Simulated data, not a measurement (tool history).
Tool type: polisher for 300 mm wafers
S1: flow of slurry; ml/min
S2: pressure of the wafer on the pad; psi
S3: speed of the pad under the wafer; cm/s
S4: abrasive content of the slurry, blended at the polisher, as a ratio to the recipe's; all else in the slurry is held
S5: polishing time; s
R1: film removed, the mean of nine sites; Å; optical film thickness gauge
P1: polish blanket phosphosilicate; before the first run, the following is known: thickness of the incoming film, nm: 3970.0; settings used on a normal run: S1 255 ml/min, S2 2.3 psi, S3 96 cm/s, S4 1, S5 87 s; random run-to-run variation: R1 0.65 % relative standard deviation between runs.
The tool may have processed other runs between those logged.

{"run": 1, "hour": 10.7, "S1": 255, "S2": 2.3, "S3": 96, "S4": 1, "S5": 87, "R1": 6075.9}
{"run": 2, "hour": 16.9, "S1": 255, "S2": 2.3, "S3": 96, "S4": 1, "S5": 87, "R1": 6120.6}
{"run": 3, "hour": 28.0, "S1": 155, "S2": 2.3, "S3": 96, "S4": 1, "S5": 87, "R1": 5665}
{"run": 4, "hour": 36.3, "S1": 255, "S2": 2.3, "S3": 60, "S4": 1, "S5": 110, "R1": 5298.3}
{"run": 5, "hour": 44.2, "S1": 255, "S2": 2.3, "S3": 96, "S4": 1, "S5": 87, "R1": 6046.4}
{"run": 6, "hour": 51.7, "S1": 255, "S2": 2.3, "S3": 96, "S4": 1, "S5": 87, "R1": 6083.6}
{"run": 7, "hour": 63.2, "S1": 255, "S2": 1.3, "S3": 96, "S4": 1, "S5": 87, "R1": 3418.9}
{"run": 8, "hour": 73.6, "S1": 255, "S2": 3.5, "S3": 96, "S4": 1, "S5": 87, "R1": 9171}
{"run": 9, "hour": 84.7, "S1": 255, "S2": 2.3, "S3": 96, "S4": 1, "S5": 87, "R1": 6101.9}
{"run": 10, "hour": 95.4, "S1": 255, "S2": 2.3, "S3": 96, "S4": 0.75, "S5": 87, "R1": 5297}
{"run": 11, "hour": 105.0, "S1": 255, "S2": 2.3, "S3": 60, "S4": 1, "S5": 87, "R1": 4141.4}
{"run": 12, "hour": 111.5, "S1": 255, "S2": 2.3, "S3": 96, "S4": 1, "S5": 134, "R1": 9395.1}
{"run": 13, "hour": 124.2, "S1": 255, "S2": 2.3, "S3": 122, "S4": 1, "S5": 87, "R1": 7361.4}
{"run": 14, "hour": 138.3, "S1": 255, "S2": 2.3, "S3": 96, "S4": 1, "S5": 48, "R1": 3351.6}
{"hour": 141.8, "done": "slurry blender recalibrated"}
{"run": 15, "hour": 147.6, "S1": 255, "S2": 2.3, "S3": 96, "S4": 1.5, "S5": 87, "R1": 7191.7}
{"run": 16, "hour": 156.7, "S1": 340, "S2": 2.3, "S3": 96, "S4": 1, "S5": 87, "R1": 6236.3}
{"run": 17, "hour": 167.0, "S1": 255, "S2": 2.3, "S3": 96, "S4": 1, "S5": 87, "R1": 6113.6}
{"run": 18, "hour": 181.0, "S1": 255, "S2": 2.3, "S3": 96, "S4": 1, "S5": 87, "R1": 5796.5}
{"run": 19, "hour": 193.9, "S1": 255, "S2": 2.3, "S3": 96, "S4": 1, "S5": 87, "R1": 5656.1}
{"run": 20, "hour": 202.3, "S1": 255, "S2": 2.3, "S3": 96, "S4": 1, "S5": 87, "R1": 5495.5}
{"hour": 211.1, "done": "head pressure recalibrated"}
{"run": 21, "hour": 213.7, "S1": 255, "S2": 2.3, "S3": 96, "S4": 1, "S5": 87, "R1": 5418.5}
{"hour": 214.3, "done": "slurry nozzle cleaned"}
{"hour": 217.4, "done": "conditioning disc replaced and pad reconditioned"}
{"run": 22, "hour": 222.5, "S1": 255, "S2": 2.3, "S3": 96, "S4": 1, "S5": 87, "R1": 5367.3}
{"run": 23, "hour": 234.7, "S1": 255, "S2": 2.3, "S3": 96, "S4": 1, "S5": 87, "R1": 5320.5}
{"run": 24, "hour": 247.8, "S1": 255, "S2": 2.3, "S3": 96, "S4": 1, "S5": 87, "R1": 5325}
{"run": 25, "hour": 258.4, "S1": 255, "S2": 2.3, "S3": 96, "S4": 1, "S5": 87, "R1": 5281.1}
{"run": 26, "hour": 266.7, "S1": 255, "S2": 2.3, "S3": 96, "S4": 1, "S5": 87, "R1": 5335.9}

P1 has crept away from where it was. The log is fitted equally well by each of these 2 causes, at the sizes shown:
A: abrasive missing from the slurry, % = 24.4
B: removal rate lost through wear of the pad, % = 12.8
The onset of the drift is placed at about hour 167.
Why every other cause is out:
slurry flow missing at the pad, %: its service at hour 214.3 followed the start of the drift and did not put the process back to its old value
head's pressure below its setpoint, %: its service at hour 211.1 followed the start of the drift and did not put the process back to its old value
time polished since the conditioner stopped cutting, s: its service at hour 217.4 followed the start of the drift and did not put the process back to its old value

Each of the check runs listed below is run on 5 wafers and reports their average, with the results left as question marks. Pick the one under which the possible causes would lead to clearly different results.
{"run": "check 1", "hour": 275.0, "S1": 155, "S2": 2.3, "S3": 96, "S4": 1, "S5": 87, "R1": "?"}
{"run": "check 2", "hour": 275.0, "S1": 255, "S2": 2.3, "S3": 96, "S4": 1, "S5": 133, "R1": "?"}
{"run": "check 3", "hour": 275.0, "S1": 255, "S2": 3.4, "S3": 96, "S4": 1.45, "S5": 87, "R1": "?"}
{"run": "check 4", "hour": 275.0, "S1": 255, "S2": 1.3, "S3": 96, "S4": 1, "S5": 107, "R1": "?"}

Outcome of each check run for each possible cause:
check=check_1 result=R1 if_A=4969.8 if_B=4969.5
check=check_2 result=R1 if_A=8119.3 if_B=8118.7
check=check_3 result=R1 if_A=9377.1 if_B=9140
check=check_4 result=R1 if_A=3692 if_B=3691.8
Separation of the two closest causes in each check, using whichever result separates them best: check 1 0.01 %; check 2 0.01 %; check 3 2.56 %; check 4 0.01 %
Check 3 is the one run that separates the causes; every other check would come out nearly the same whichever cause is at work.

After running check 3, the following was obtained: R1 9402.7 Å. Which cause does this point to?

The cause is A: abrasive missing from the slurry, %.
